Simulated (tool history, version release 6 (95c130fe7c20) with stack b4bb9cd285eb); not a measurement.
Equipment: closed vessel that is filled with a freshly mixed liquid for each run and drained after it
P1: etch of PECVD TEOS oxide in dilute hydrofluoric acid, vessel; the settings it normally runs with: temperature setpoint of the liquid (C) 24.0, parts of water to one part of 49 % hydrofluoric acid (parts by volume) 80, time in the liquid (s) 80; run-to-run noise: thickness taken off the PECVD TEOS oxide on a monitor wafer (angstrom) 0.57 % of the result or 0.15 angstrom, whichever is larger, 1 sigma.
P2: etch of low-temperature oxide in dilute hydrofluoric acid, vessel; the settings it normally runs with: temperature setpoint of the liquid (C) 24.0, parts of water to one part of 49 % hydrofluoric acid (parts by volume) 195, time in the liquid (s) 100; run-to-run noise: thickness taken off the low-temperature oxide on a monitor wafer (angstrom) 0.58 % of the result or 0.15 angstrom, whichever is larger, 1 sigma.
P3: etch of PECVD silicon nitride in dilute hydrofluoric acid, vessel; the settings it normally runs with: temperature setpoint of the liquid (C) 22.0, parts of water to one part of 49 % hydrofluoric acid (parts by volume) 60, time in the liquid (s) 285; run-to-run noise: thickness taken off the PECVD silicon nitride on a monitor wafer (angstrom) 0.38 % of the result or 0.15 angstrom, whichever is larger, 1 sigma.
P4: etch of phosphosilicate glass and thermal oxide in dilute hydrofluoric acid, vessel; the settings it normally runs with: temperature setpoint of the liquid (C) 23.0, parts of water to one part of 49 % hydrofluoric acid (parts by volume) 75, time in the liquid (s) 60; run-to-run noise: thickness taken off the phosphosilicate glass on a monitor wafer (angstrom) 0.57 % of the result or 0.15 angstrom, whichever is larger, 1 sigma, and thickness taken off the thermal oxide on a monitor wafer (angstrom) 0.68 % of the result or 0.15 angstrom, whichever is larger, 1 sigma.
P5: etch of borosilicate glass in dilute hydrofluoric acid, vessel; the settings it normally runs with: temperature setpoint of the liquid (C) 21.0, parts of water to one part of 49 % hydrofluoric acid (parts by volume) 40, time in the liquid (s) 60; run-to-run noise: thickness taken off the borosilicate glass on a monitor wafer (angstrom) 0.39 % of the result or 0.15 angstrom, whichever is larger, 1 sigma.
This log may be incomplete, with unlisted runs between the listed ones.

run     day  process that ran  temperature setpoint of the liquid (C)  parts of water to one part of 49 % hydrofluoric acid (parts by volume)  time in the liquid (s)  hours since the thermometer was replaced  hours since the hydrofluoric acid flow meter was replaced  thickness taken off the PECVD TEOS oxide on a monitor wafer (angstrom)  thickness taken off the PECVD silicon nitride on a monitor wafer (angstrom)  thickness taken off the borosilicate glass on a monitor wafer (angstrom)  thickness taken off the phosphosilicate glass on a monitor wafer (angstrom)  thickness taken off the thermal oxide on a monitor wafer (angstrom)  thickness taken off the low-temperature oxide on a monitor wafer (angstrom)
  1   0.404                P1                                    24.0                                                                      80                      80                                    1049.0                                                      634.6                                                                 105.620
  2   0.958                P1                                    24.0                                                                      80                     150                                    1062.3                                                      647.9                                                                 199.330
  3   1.396                P3                                    22.0                                                                      60                     285                                    1072.8                                                      658.4                                                                                                                                               206.38
  4   2.104                P5                                    21.0                                                                      40                      30                                    1089.8                                                      675.4                                                                                                                                                                                                                         191.40
  5   2.554                P1                                    24.0                                                                     135                      80                                    1100.6                                                      686.2                                                                  58.125
  6   3.338                P3                                    22.0                                                                     110                     285                                    1119.4                                                      705.0                                                                                                                                               114.71
  7   3.962                P4                                    23.0                                                                      75                      60                                    1134.4                                                      720.0                                                                                                                                                                                                                                                                                                      620.34                                                               36.986
  8   4.342                P3                                    17.0                                                                      60                     285                                    1143.5                                                      729.1                                                                                                                                               146.40
  9   4.704                P2                                    24.0                                                                     195                     195                                    1152.2                                                      737.8                                                                                                                                                                                                                                                                                                                                                                                                                                                       110.920
 10   5.333                P1                                    19.5                                                                      80                      80                                    1167.3                                                      752.9                                                                  87.798
 11   6.021                P1                                    31.5                                                                      80                      80                                    1183.8                                                      769.4                                                                 142.500
 12   6.458                P2                                    24.0                                                                      45                     100                                    1194.3                                                      779.9                                                                                                                                                                                                                                                                                                                                                                                                                                                       294.400
 13   7.112                P5                                    21.0                                                                      65                      60                                    1210.0                                                      795.6                                                                                                                                                                                                                         226.28
 14   7.692                P2                                    19.0                                                                     195                     100                                    1223.9                                                      809.5                                                                                                                                                                                                                                                                                                                                                                                                                                                        47.137
 15   8.138                P1                                    24.0                                                                      80                      80                                    1234.6                                                      820.2                                                                 104.970
 16   8.529                P1                                    24.0                                                                      80                      40                                    1244.0                                                      829.6                                                                  53.009
 17   9.033                P3                                    22.0                                                                      60                     425                                    1256.1                                                      841.7                                                                                                                                               310.96
 18   9.750                P2                                    24.0                                                                     195                     100                                    1273.3                                                      858.9                                                                                                                                                                                                                                                                                                                                                                                                                                                        57.228
 19  10.225                P1                                    24.0                                                                      30                      80                                    1284.7                                                      870.3                                                                 302.600
 20  10.742                P4                                    23.0                                                                      75                      30                                    1297.1                                                      882.7                                                                                                                                                                                                                                                                                                      309.44                                                               18.844
 21  11.229                P1                                    24.0                                                                      80                      80                                    1308.8                                                      894.4                                                                 105.350
 22  11.600                P1                                    24.0                                                                     130                      30                                    1317.7                                                      903.3                                                                  23.101
 23  11.988                P1                                    31.0                                                                      80                     160                                    1327.0                                                      912.6                                                                 275.740
 24  12.758                P5                                    17.0                                                                      40                      60                                    1345.5                                                      931.1                                                                                                                                                                                                                         320.54
 25  13.192                P4                                    23.0                                                                      75                      60                                    1355.9                                                      941.5                                                                                                                                                                                                                                                                                                      612.48                                                               36.910
 26  13.717                P1                                    24.0                                                                      80                      80                                    1368.5                                                      954.1                                                                 106.240
 27  14.100                P1                                    24.0                                                                      80                      80                                    1377.7                                                      963.3                                                                 106.850
 28  14.442                P4                                    29.5                                                                      75                      60                                    1385.9                                                      971.5                                                                                                                                                                                                                                                                                                      797.86                                                               48.092
 29  15.150                P5                                    21.0                                                                      40                      60                                    1402.9                                                      988.5                                                                                                                                                                                                                         383.16
 30  15.883                P4                                    23.0                                                                     130                      60                                    1420.5                                                     1006.1                                                                                                                                                                                                                                                                                                      333.90                                                               20.169
 31  16.346                P1                                    24.0                                                                      80                      80                                    1431.6                                                     1017.2                                                                 106.240
 32  16.738                P1                                    24.0                                                                      80                      80                                    1441.0                                                     1026.6                                                                 107.720
 33  17.162                P1                                    24.0                                                                      80                      80                                    1451.2                                                     1036.8                                                                 108.180
 34  17.600                P1                                    24.0                                                                      80                      80                                    1461.7                                                     1047.3                                                                 109.940
 35  18.054                P1                                    24.0                                                                      80                      80                                    1472.6                                                     1058.2                                                                 110.740
 36  18.525                P1                                    24.0                                                                      80                      80                                    1483.9                                                     1069.5                                                                 111.290
 37  19.217                P1                                    24.0                                                                      80                      80                                    1500.5                                                     1086.1                                                                 111.840
 38  19.838                P1                                    24.0                                                                      80                      80                                    1515.4                                                     1101.0                                                                 112.230
 39  20.404                P1                                    24.0                                                                      80                      80                                    1529.0                                                     1114.6                                                                 112.370
 40  20.879                P1                                    24.0                                                                      80                      80                                    1540.4                                                     1126.0                                                                 112.490

P1 no longer gives what it gave before; its output has crept away from where it was. The following 2 causes, each at its listed size, fit the log equally well:
A: liquid hotter than its thermometer reads (K) = 1.54
B: hydrofluoric acid flow above the setpoint (%) = 5.74
Onset of the creep was near day 16.346.

Listed below are the offered check runs, one wafer per run, with question marks in place of results. For which of them would the causes give clearly different outcomes?
check 1  21.354                P5                                    21.0                                                                      55                      30                                                                                                                                                                                                                                                                                                                                   ?
check 2  21.354                P3                                    22.0                                                                     105                     285                                                                                                                                                                                                                                                         ?
check 3  21.354                P4                                    28.0                                                                     100                      60                                                                                                                                                                                                                                                                                                                                                                                                                ?                                                                    ?
check 4  21.354                P2                                    24.0                                                                      80                     140                                                                                                                                                                                                                                                                                                                                                                                                                                                                                                                                                                  ?

If the cause were each of the candidates in turn, the checks would give the following:
  check                                                                       result     if A     if B
check 1     thickness taken off the borosilicate glass on a monitor wafer (angstrom)   145.31   144.63
check 2  thickness taken off the PECVD silicon nitride on a monitor wafer (angstrom)   132.66   126.51
check 3  thickness taken off the phosphosilicate glass on a monitor wafer (angstrom)   579.02   581.80
check 3          thickness taken off the thermal oxide on a monitor wafer (angstrom)   34.850   35.017
check 4  thickness taken off the low-temperature oxide on a monitor wafer (angstrom)  236.450  236.400
Smallest distance between any two causes, each pair judged by its most separating result, in per cent: check 1 0.47 %; check 2 4.75 %; check 3 0.48 %; check 4 0.02 %
The other checks would show nearly matching results whichever cause is true, so check 2 is the only one that separates the causes.

After running check 2, the following was obtained: thickness taken off the PECVD silicon nitride on a monitor wafer (angstrom) 133.11. Which cause does this point to?

It is A: liquid hotter than its thermometer reads (K).
